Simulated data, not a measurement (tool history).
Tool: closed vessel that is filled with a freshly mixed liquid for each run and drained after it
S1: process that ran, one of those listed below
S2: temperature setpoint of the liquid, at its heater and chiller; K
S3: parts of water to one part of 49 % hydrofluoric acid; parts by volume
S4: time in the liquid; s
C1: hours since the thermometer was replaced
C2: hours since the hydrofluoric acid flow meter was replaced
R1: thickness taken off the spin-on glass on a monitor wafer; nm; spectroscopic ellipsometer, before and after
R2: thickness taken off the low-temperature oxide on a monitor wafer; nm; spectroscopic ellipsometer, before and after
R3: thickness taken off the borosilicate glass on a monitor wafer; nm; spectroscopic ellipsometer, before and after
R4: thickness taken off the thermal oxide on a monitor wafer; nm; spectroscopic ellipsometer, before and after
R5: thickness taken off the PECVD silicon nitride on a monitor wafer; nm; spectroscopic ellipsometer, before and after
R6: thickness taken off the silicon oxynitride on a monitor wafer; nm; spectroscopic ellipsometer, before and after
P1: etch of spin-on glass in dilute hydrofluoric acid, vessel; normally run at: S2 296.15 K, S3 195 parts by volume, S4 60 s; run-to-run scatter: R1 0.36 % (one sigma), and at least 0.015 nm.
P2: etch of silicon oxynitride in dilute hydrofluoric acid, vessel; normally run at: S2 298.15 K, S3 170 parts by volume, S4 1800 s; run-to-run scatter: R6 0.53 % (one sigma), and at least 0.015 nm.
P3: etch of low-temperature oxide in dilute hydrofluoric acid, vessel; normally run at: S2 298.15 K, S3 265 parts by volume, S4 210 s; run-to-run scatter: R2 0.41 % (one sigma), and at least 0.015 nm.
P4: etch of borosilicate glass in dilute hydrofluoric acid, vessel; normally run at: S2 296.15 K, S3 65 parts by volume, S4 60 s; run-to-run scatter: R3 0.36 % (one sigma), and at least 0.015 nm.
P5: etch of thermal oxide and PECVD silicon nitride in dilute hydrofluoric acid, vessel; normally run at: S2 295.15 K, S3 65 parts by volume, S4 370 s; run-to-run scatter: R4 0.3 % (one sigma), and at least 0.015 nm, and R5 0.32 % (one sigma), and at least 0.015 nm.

| run | hour | S1 | S2 | S3 | S4 | C1 | C2 | R1 | R2 | R3 | R4 | R5 | R6 |
|---|---|---|---|---|---|---|---|---|---|---|---|---|---|
| 1 | 9.7 | P1 | 296.15 | 195 | 60 | 396.1 | 617.5 | 8.1470 |  |  |  |  |  |
| 2 | 18.1 | P1 | 296.15 | 355 | 60 | 404.5 | 625.9 | 3.8635 |  |  |  |  |  |
| 3 | 29.8 | P1 | 296.15 | 195 | 60 | 416.2 | 637.6 | 8.1990 |  |  |  |  |  |
| 4 | 40.6 | P3 | 298.15 | 480 | 210 | 427.0 | 648.4 |  | 7.1326 |  |  |  |  |
| 5 | 50.7 | P1 | 296.15 | 195 | 30 | 437.1 | 658.5 | 4.1191 |  |  |  |  |  |
| 6 | 60.7 | P4 | 296.15 | 105 | 60 | 447.1 | 668.5 |  |  | 12.121 |  |  |  |
| 7 | 71.1 | P5 | 295.15 | 65 | 370 | 457.5 | 678.9 |  |  |  | 25.560 | 20.9940 |  |
| 8 | 81.1 | P4 | 296.15 | 65 | 60 | 467.5 | 688.9 |  |  | 20.514 |  |  |  |
| 9 | 98.3 | P4 | 303.65 | 65 | 60 | 484.7 | 706.1 |  |  | 27.555 |  |  |  |
| 10 | 113.9 | P4 | 296.15 | 65 | 60 | 500.3 | 721.7 |  |  | 20.551 |  |  |  |
| 11 | 126.2 | P3 | 298.15 | 265 | 210 | 512.6 | 734.0 |  | 15.7880 |  |  |  |  |
| 12 | 141.5 | P3 | 298.15 | 265 | 30 | 527.9 | 749.3 |  | 2.2504 |  |  |  |  |
| 13 | 149.5 | P2 | 298.15 | 170 | 205 | 535.9 | 757.3 |  |  |  |  |  | 1.9184 |
| 14 | 164.0 | P1 | 302.65 | 195 | 30 | 550.4 | 771.8 | 5.1562 |  |  |  |  |  |
| 15 | 177.6 | P5 | 290.15 | 65 | 370 | 564.0 | 785.4 |  |  |  | 20.777 | 14.8600 |  |
| 16 | 192.7 | P1 | 296.15 | 195 | 60 | 579.1 | 800.5 | 8.1492 |  |  |  |  |  |
| 17 | 207.9 | P1 | 296.15 | 195 | 60 | 594.3 | 815.7 | 8.2248 |  |  |  |  |  |
| 18 | 224.3 | P1 | 291.15 | 195 | 60 | 610.7 | 832.1 | 6.7950 |  |  |  |  |  |
| 19 | 241.2 | P2 | 298.15 | 170 | 1800 | 627.6 | 849.0 |  |  |  |  |  | 16.8290 |
| 20 | 249.0 | P5 | 295.15 | 65 | 370 | 635.4 | 856.8 |  |  |  | 25.742 | 21.1610 |  |
| 21 | 264.3 | P1 | 296.15 | 195 | 60 | 650.7 | 872.1 | 8.2048 |  |  |  |  |  |
| 22 | 273.9 | P3 | 298.15 | 265 | 210 | 660.3 | 881.7 |  | 15.7700 |  |  |  |  |
| 23 | 282.9 | P2 | 298.15 | 170 | 1800 | 669.3 | 890.7 |  |  |  |  |  | 16.9010 |
| 24 | 292.1 | P1 | 296.15 | 195 | 105 | 678.5 | 899.9 | 14.3030 |  |  |  |  |  |
| 25 | 309.5 | P1 | 296.15 | 55 | 60 | 695.9 | 917.3 | 34.2590 |  |  |  |  |  |
| 26 | 322.7 | P1 | 291.15 | 100 | 60 | 709.1 | 930.5 | 14.4700 |  |  |  |  |  |
| 27 | 331.7 | P5 | 295.15 | 65 | 170 | 718.1 | 939.5 |  |  |  | 11.775 | 9.6989 |  |
| 28 | 342.4 | P1 | 304.15 | 195 | 60 | 728.8 | 950.2 | 10.8860 |  |  |  |  |  |
| 29 | 354.2 | P2 | 298.15 | 95 | 1800 | 740.6 | 962.0 |  |  |  |  |  | 32.1660 |
| 30 | 366.9 | P2 | 305.15 | 170 | 1800 | 753.3 | 974.7 |  |  |  |  |  | 22.7330 |
| 31 | 375.4 | P5 | 295.15 | 115 | 370 | 761.8 | 983.2 |  |  |  | 13.733 | 12.0750 |  |
| 32 | 386.7 | P3 | 291.15 | 265 | 210 | 773.1 | 994.5 |  | 12.2560 |  |  |  |  |
| 33 | 394.7 | P4 | 296.15 | 65 | 110 | 781.1 | 1002.5 |  |  | 37.128 |  |  |  |
| 34 | 409.6 | P1 | 296.15 | 195 | 60 | 796.0 | 1017.4 | 8.1284 |  |  |  |  |  |
| 35 | 423.7 | P1 | 296.15 | 195 | 60 | 810.1 | 1031.5 | 8.3782 |  |  |  |  |  |
| 36 | 440.7 | P1 | 296.15 | 195 | 60 | 827.1 | 1048.5 | 8.5722 |  |  |  |  |  |
| 37 | 458.5 | P1 | 296.15 | 195 | 60 | 844.9 | 1066.3 | 8.7681 |  |  |  |  |  |
| 38 | 469.0 | P1 | 296.15 | 195 | 60 | 855.4 | 1076.8 | 8.7594 |  |  |  |  |  |

Forecast run 39:
| 39 | 483.8 | P1 | 296.15 | 195 | 60 | 870.2 | 1091.6 | ? |  |  |  |  |  |

R1: 8.7840 nm
